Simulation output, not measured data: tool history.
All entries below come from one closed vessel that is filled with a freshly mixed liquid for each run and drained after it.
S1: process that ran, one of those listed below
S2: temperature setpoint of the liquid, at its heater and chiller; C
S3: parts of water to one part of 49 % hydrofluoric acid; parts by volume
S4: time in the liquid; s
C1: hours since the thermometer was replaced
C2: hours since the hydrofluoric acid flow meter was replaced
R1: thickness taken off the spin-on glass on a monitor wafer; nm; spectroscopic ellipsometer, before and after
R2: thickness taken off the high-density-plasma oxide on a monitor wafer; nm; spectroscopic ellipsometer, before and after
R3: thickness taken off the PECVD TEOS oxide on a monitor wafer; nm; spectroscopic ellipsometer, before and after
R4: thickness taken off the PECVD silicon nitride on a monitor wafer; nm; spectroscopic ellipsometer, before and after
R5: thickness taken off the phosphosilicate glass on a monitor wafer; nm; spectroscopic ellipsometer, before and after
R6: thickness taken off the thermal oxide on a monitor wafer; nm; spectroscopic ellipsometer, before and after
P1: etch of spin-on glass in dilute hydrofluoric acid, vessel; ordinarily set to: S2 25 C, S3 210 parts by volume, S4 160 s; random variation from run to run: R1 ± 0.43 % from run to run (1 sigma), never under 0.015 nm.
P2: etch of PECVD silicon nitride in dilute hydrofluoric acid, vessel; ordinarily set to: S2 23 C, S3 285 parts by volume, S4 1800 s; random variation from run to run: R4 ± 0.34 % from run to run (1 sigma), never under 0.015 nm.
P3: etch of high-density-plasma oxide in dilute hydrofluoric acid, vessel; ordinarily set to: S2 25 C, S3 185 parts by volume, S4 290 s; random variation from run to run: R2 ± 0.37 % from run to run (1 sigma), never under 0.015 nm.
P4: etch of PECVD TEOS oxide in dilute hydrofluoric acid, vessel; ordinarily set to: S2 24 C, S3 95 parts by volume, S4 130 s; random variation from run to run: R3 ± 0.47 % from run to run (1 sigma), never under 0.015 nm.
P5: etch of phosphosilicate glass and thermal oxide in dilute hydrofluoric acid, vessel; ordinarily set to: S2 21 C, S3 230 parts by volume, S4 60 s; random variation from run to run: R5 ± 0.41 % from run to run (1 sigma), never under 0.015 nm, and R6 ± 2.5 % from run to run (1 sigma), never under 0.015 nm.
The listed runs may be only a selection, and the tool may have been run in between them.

{"run": 1, "hour": 4.1, "S1": "P1", "S2": 25, "S3": 210, "S4": 160, "C1": 419, "C2": 1085.2, "R1": 32.67}
{"run": 2, "hour": 7.5, "S1": "P1", "S2": 25, "S3": 370, "S4": 160, "C1": 422.4, "C2": 1088.6, "R1": 15.825}
{"run": 3, "hour": 11.2, "S1": "P3", "S2": 25, "S3": 185, "S4": 290, "C1": 426.1, "C2": 1092.3, "R2": 7.3823}
{"run": 4, "hour": 15.1, "S1": "P4", "S2": 24, "S3": 95, "S4": 130, "C1": 430, "C2": 1096.2, "R3": 28.274}
{"run": 5, "hour": 22.4, "S1": "P1", "S2": 25, "S3": 210, "S4": 160, "C1": 437.3, "C2": 1103.5, "R1": 32.689}
{"run": 6, "hour": 26.1, "S1": "P1", "S2": 31, "S3": 210, "S4": 160, "C1": 441, "C2": 1107.2, "R1": 40.373}
{"run": 7, "hour": 30.8, "S1": "P1", "S2": 25, "S3": 210, "S4": 160, "C1": 445.7, "C2": 1111.9, "R1": 32.429}
{"run": 8, "hour": 36.1, "S1": "P1", "S2": 18.5, "S3": 80, "S4": 160, "C1": 451, "C2": 1117.2, "R1": 76.801}
{"run": 9, "hour": 40.9, "S1": "P3", "S2": 25, "S3": 185, "S4": 30, "C1": 455.8, "C2": 1122, "R2": 0.75401}
{"run": 10, "hour": 44.5, "S1": "P1", "S2": 25, "S3": 210, "S4": 310, "C1": 459.4, "C2": 1125.6, "R1": 63.041}
{"run": 11, "hour": 49.3, "S1": "P4", "S2": 24, "S3": 95, "S4": 130, "C1": 464.2, "C2": 1130.4, "R3": 28.392}
{"run": 12, "hour": 55.0, "S1": "P2", "S2": 23, "S3": 285, "S4": 1800, "C1": 469.9, "C2": 1136.1, "R4": 33.763}
{"run": 13, "hour": 60.7, "S1": "P1", "S2": 25, "S3": 210, "S4": 30, "C1": 475.6, "C2": 1141.8, "R1": 6.0973}
{"run": 14, "hour": 65.1, "S1": "P5", "S2": 21, "S3": 365, "S4": 60, "C1": 480, "C2": 1146.2, "R5": 22.637, "R6": 0.54806}
{"run": 15, "hour": 68.7, "S1": "P2", "S2": 23, "S3": 170, "S4": 1800, "C1": 483.6, "C2": 1149.8, "R4": 56.078}
{"run": 16, "hour": 74.8, "S1": "P3", "S2": 25, "S3": 335, "S4": 290, "C1": 489.7, "C2": 1155.9, "R2": 3.5251}
{"run": 17, "hour": 81.5, "S1": "P1", "S2": 25, "S3": 105, "S4": 160, "C1": 496.4, "C2": 1162.6, "R1": 73.112}
{"run": 18, "hour": 86.6, "S1": "P1", "S2": 25, "S3": 210, "S4": 160, "C1": 501.5, "C2": 1167.7, "R1": 32.518}
{"run": 19, "hour": 91.5, "S1": "P3", "S2": 25, "S3": 185, "S4": 290, "C1": 506.4, "C2": 1172.6, "R2": 7.4139}
{"run": 20, "hour": 95.9, "S1": "P1", "S2": 25, "S3": 210, "S4": 160, "C1": 510.8, "C2": 1177, "R1": 32.527}
{"run": 21, "hour": 102.2, "S1": "P5", "S2": 21, "S3": 230, "S4": 60, "C1": 517.1, "C2": 1183.3, "R5": 40.725, "R6": 0.91014}
{"run": 22, "hour": 106.2, "S1": "P1", "S2": 19, "S3": 210, "S4": 160, "C1": 521.1, "C2": 1187.3, "R1": 26.066}
{"run": 23, "hour": 110.1, "S1": "P2", "S2": 23, "S3": 285, "S4": 1800, "C1": 525, "C2": 1191.2, "R4": 33.832}
{"run": 24, "hour": 117.2, "S1": "P2", "S2": 23, "S3": 285, "S4": 410, "C1": 532.1, "C2": 1198.3, "R4": 7.6996}
{"run": 25, "hour": 122.3, "S1": "P2", "S2": 17, "S3": 285, "S4": 1800, "C1": 537.2, "C2": 1203.4, "R4": 22.871}
{"run": 26, "hour": 127.8, "S1": "P4", "S2": 24, "S3": 20, "S4": 130, "C1": 542.7, "C2": 1208.9, "R3": 148.52}
{"run": 27, "hour": 133.5, "S1": "P1", "S2": 20, "S3": 290, "S4": 160, "C1": 548.4, "C2": 1214.6, "R1": 18.225}
{"run": 28, "hour": 137.7, "S1": "P4", "S2": 19, "S3": 95, "S4": 130, "C1": 552.6, "C2": 1218.8, "R3": 23.236}
{"run": 29, "hour": 141.0, "S1": "P5", "S2": 21, "S3": 230, "S4": 60, "C1": 555.9, "C2": 1222.1, "R5": 40.186, "R6": 0.88556}
{"run": 30, "hour": 146.6, "S1": "P5", "S2": 17, "S3": 230, "S4": 60, "C1": 561.5, "C2": 1227.7, "R5": 34.641, "R6": 0.79358}
{"run": 31, "hour": 153.5, "S1": "P5", "S2": 21, "S3": 230, "S4": 90, "C1": 568.4, "C2": 1234.6, "R5": 60.501, "R6": 1.4076}
{"run": 32, "hour": 160.8, "S1": "P3", "S2": 30, "S3": 185, "S4": 290, "C1": 575.7, "C2": 1241.9, "R2": 8.9261}
{"run": 33, "hour": 167.8, "S1": "P4", "S2": 24, "S3": 95, "S4": 225, "C1": 582.7, "C2": 1248.9, "R3": 48.753}
{"run": 34, "hour": 173.7, "S1": "P1", "S2": 25, "S3": 210, "S4": 160, "C1": 588.6, "C2": 1254.8, "R1": 32.584}
{"run": 35, "hour": 177.2, "S1": "P1", "S2": 25, "S3": 210, "S4": 160, "C1": 592.1, "C2": 1258.3, "R1": 33.25}
{"run": 36, "hour": 184.1, "S1": "P1", "S2": 25, "S3": 210, "S4": 160, "C1": 599, "C2": 1265.2, "R1": 34}
{"run": 37, "hour": 188.1, "S1": "P1", "S2": 25, "S3": 210, "S4": 160, "C1": 603, "C2": 1269.2, "R1": 34.098}
{"run": 38, "hour": 191.4, "S1": "P1", "S2": 25, "S3": 210, "S4": 160, "C1": 606.3, "C2": 1272.5, "R1": 34.005}
{"run": 39, "hour": 196.9, "S1": "P1", "S2": 25, "S3": 210, "S4": 160, "C1": 611.8, "C2": 1278, "R1": 34.44}
{"run": 40, "hour": 204.0, "S1": "P1", "S2": 25, "S3": 210, "S4": 160, "C1": 618.9, "C2": 1285.1, "R1": 34.246}
{"run": 41, "hour": 207.8, "S1": "P1", "S2": 25, "S3": 210, "S4": 160, "C1": 622.7, "C2": 1288.9, "R1": 34.491}

What P1 gives has crept off from where it sat before. The 2 causes that follow fit the log equally well, each at the size noted:
A: hydrofluoric acid flow above the setpoint (%) = 4.26
B: liquid hotter than its thermometer reads (K) = 1.42
Onset of the creep was near hour 173.7.

Of the 4 check runs listed below, each run on one wafer and each result written as a question mark, which would let you distinguish the listed causes because they would give clearly different results?
{"run": "check 1", "hour": 211.6, "S1": "P2", "S2": 23, "S3": 285, "S4": 1800, "R4": "?"}
{"run": "check 2", "hour": 211.6, "S1": "P4", "S2": 24, "S3": 95, "S4": 130, "R3": "?"}
{"run": "check 3", "hour": 211.6, "S1": "P5", "S2": 21, "S3": 230, "S4": 60, "R5": "?", "R6": "?"}
{"run": "check 4", "hour": 211.6, "S1": "P3", "S2": 25, "S3": 185, "S4": 290, "R2": "?"}

What each check would give under each cause:
check=check_1 result=R4 if_A=35.228 if_B=36.897
check=check_2 result=R3 if_A=29.68 if_B=29.965
check=check_3 result=R5 if_A=42.494 if_B=42.576
check=check_3 result=R6 if_A=0.9785 if_B=0.98039
check=check_4 result=R2 if_A=7.8388 if_B=7.853
Separation of the two closest causes in each check, using whichever result separates them best: check 1 4.63 %; check 2 0.96 %; check 3 0.19 %; check 4 0.18 %
Of the check runs offered, only check 1 discriminates between the causes; the rest would read about the same regardless of which cause applies.

The results of check 1 are: R4 36.992 nm. Based on these, which of the listed causes is it?

Of the candidate causes, it is B: liquid hotter than its thermometer reads (K).

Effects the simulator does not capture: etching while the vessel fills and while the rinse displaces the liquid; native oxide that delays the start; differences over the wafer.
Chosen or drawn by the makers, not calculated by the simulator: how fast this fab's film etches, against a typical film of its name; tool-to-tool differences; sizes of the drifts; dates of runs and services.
